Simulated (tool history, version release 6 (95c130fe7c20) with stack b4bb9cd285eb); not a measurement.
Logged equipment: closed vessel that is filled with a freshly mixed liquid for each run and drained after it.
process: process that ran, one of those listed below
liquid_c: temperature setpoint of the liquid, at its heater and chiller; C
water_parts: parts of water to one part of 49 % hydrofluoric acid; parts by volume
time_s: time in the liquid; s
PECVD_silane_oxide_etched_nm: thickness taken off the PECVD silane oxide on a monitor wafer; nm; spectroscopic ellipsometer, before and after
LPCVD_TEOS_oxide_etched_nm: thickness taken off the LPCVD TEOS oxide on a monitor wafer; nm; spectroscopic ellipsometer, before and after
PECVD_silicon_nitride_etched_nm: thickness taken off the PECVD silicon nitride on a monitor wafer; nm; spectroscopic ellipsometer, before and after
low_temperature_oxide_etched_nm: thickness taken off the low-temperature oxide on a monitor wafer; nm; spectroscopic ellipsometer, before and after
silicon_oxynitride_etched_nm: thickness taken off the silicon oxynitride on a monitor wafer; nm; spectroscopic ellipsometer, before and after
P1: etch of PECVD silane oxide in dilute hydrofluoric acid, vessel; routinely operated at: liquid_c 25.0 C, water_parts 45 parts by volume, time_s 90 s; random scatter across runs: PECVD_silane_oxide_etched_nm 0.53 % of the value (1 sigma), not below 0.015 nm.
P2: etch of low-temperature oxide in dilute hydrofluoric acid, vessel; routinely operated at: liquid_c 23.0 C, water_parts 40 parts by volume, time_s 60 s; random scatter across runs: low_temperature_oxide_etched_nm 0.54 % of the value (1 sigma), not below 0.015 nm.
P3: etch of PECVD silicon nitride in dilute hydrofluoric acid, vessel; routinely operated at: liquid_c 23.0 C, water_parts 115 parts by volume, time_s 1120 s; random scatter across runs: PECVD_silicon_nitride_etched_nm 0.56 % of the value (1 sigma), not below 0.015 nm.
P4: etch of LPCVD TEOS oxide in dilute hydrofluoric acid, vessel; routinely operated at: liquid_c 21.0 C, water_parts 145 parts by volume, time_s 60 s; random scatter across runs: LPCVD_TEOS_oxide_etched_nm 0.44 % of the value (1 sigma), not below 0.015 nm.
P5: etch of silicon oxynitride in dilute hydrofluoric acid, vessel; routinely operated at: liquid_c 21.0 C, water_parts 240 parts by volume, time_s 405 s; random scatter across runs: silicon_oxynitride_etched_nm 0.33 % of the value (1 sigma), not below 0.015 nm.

run,hour,process,liquid_c,water_parts,time_s,hours since the thermometer was replaced,hours since the hydrofluoric acid flow meter was replaced,PECVD_silane_oxide_etched_nm,LPCVD_TEOS_oxide_etched_nm,PECVD_silicon_nitride_etched_nm,low_temperature_oxide_etched_nm,silicon_oxynitride_etched_nm
1,6.6,P1,25.0,45,90,710.7,308.8,52.361,,,,
2,19.0,P4,21.0,145,60,723.1,321.2,,18.8780,,,
3,26.7,P3,27.5,115,1120,730.8,328.9,,,68.432,,
4,36.1,P4,21.0,145,60,740.2,338.3,,19.0870,,,
5,43.2,P2,17.0,40,60,747.3,345.4,,,,17.951,
6,52.5,P1,25.0,45,90,756.6,354.7,52.498,,,,
7,61.2,P5,17.0,240,405,765.3,363.4,,,,,5.1942
8,67.5,P4,21.0,145,30,771.6,369.7,,9.5016,,,
9,73.3,P5,21.0,240,405,777.4,375.5,,,,,6.2509
10,81.5,P1,25.0,75,30,785.6,383.7,10.020,,,,
11,90.9,P4,21.0,55,60,795.0,393.1,,55.8530,,,
12,99.9,P4,28.5,145,60,804.0,402.1,,25.4110,,,
13,110.9,P1,25.0,45,90,815.0,413.1,52.545,,,,
14,119.8,P5,21.0,240,405,823.9,422.0,,,,,6.2478
15,127.1,P3,23.0,165,1120,831.2,429.3,,,35.947,,
16,138.0,P3,23.0,115,2110,842.1,440.2,,,96.145,,
17,147.5,P1,25.0,45,155,851.6,449.7,91.202,,,,
18,155.0,P1,25.0,45,90,859.1,457.2,52.968,,,,
19,163.2,P2,23.0,40,60,867.3,465.4,,,,23.226,
20,170.0,P1,18.0,45,90,874.1,472.2,38.808,,,,
21,175.8,P1,25.0,45,40,879.9,478.0,23.350,,,,
22,183.1,P1,25.0,45,90,887.2,485.3,52.402,,,,
23,189.4,P5,21.0,435,405,893.5,491.6,,,,,3.0679
24,197.9,P1,25.0,45,90,902.0,500.1,52.340,,,,
25,203.6,P5,21.0,240,615,907.7,505.8,,,,,9.4730
26,210.8,P1,25.0,20,90,914.9,513.0,121.860,,,,
27,220.1,P1,25.0,75,90,924.2,522.3,30.129,,,,
28,228.1,P3,23.0,115,1120,932.2,530.3,,,51.016,,
29,235.8,P2,23.0,20,60,939.9,538.0,,,,47.568,
30,243.7,P2,23.0,40,105,947.8,545.9,,,,41.181,
31,251.6,P1,30.5,45,90,955.7,553.8,65.356,,,,
32,263.1,P1,25.0,45,90,967.2,565.3,52.171,,,,
33,269.2,P1,25.0,45,90,973.3,571.4,51.455,,,,
34,278.3,P1,25.0,45,90,982.4,580.5,51.279,,,,
35,289.2,P1,25.0,45,90,993.3,591.4,50.491,,,,
36,300.0,P1,25.0,45,90,1004.1,602.2,50.161,,,,
37,310.5,P1,25.0,45,90,1014.6,612.7,49.400,,,,
38,322.6,P1,25.0,45,90,1026.7,624.8,49.760,,,,
39,334.9,P1,25.0,45,90,1039.0,637.1,48.800,,,,
40,345.5,P1,25.0,45,90,1049.6,647.7,48.904,,,,
41,354.7,P1,25.0,45,90,1058.8,656.9,49.141,,,,
42,366.2,P1,25.0,45,90,1070.3,668.4,48.973,,,,

What P1 gives has crept away from where it was. These 2 causes fit the log equally well, each at the size given:
A: liquid colder than its thermometer reads (K) = 1.55
B: hydrofluoric acid flow below the setpoint (%) = 5.81
The process output started creeping at around hour 263.1.

Of the 4 check runs listed below, each run on one wafer and each result written as a question mark, which would let you distinguish the listed causes because they would give clearly different results?
check 1,377.7,P4,21.0,145,60,,,,?,,,
check 2,377.7,P5,21.0,240,405,,,,,,,?
check 3,377.7,P2,23.0,40,60,,,,,,?,
check 4,377.7,P3,23.0,115,1120,,,,,?,,

How each check would come out, cause by cause:
check,result,if A,if B
check 1,LPCVD_TEOS_oxide_etched_nm,17.9120,17.7760
check 2,silicon_oxynitride_etched_nm,5.8325,5.8385
check 3,low_temperature_oxide_etched_nm,21.823,21.868
check 4,PECVD_silicon_nitride_etched_nm,46.049,48.123
Separation of the two closest causes in each check, using whichever result separates them best: check 1 0.76 %; check 2 0.1 %; check 3 0.2 %; check 4 4.41 %
The causes can be told apart only by check 4. The other checks would give nearly the same results under each of them.

After running check 4, the following was obtained: PECVD_silicon_nitride_etched_nm 48.078 nm. Which cause does this point to?

Of the candidate causes, it is B: hydrofluoric acid flow below the setpoint (%).
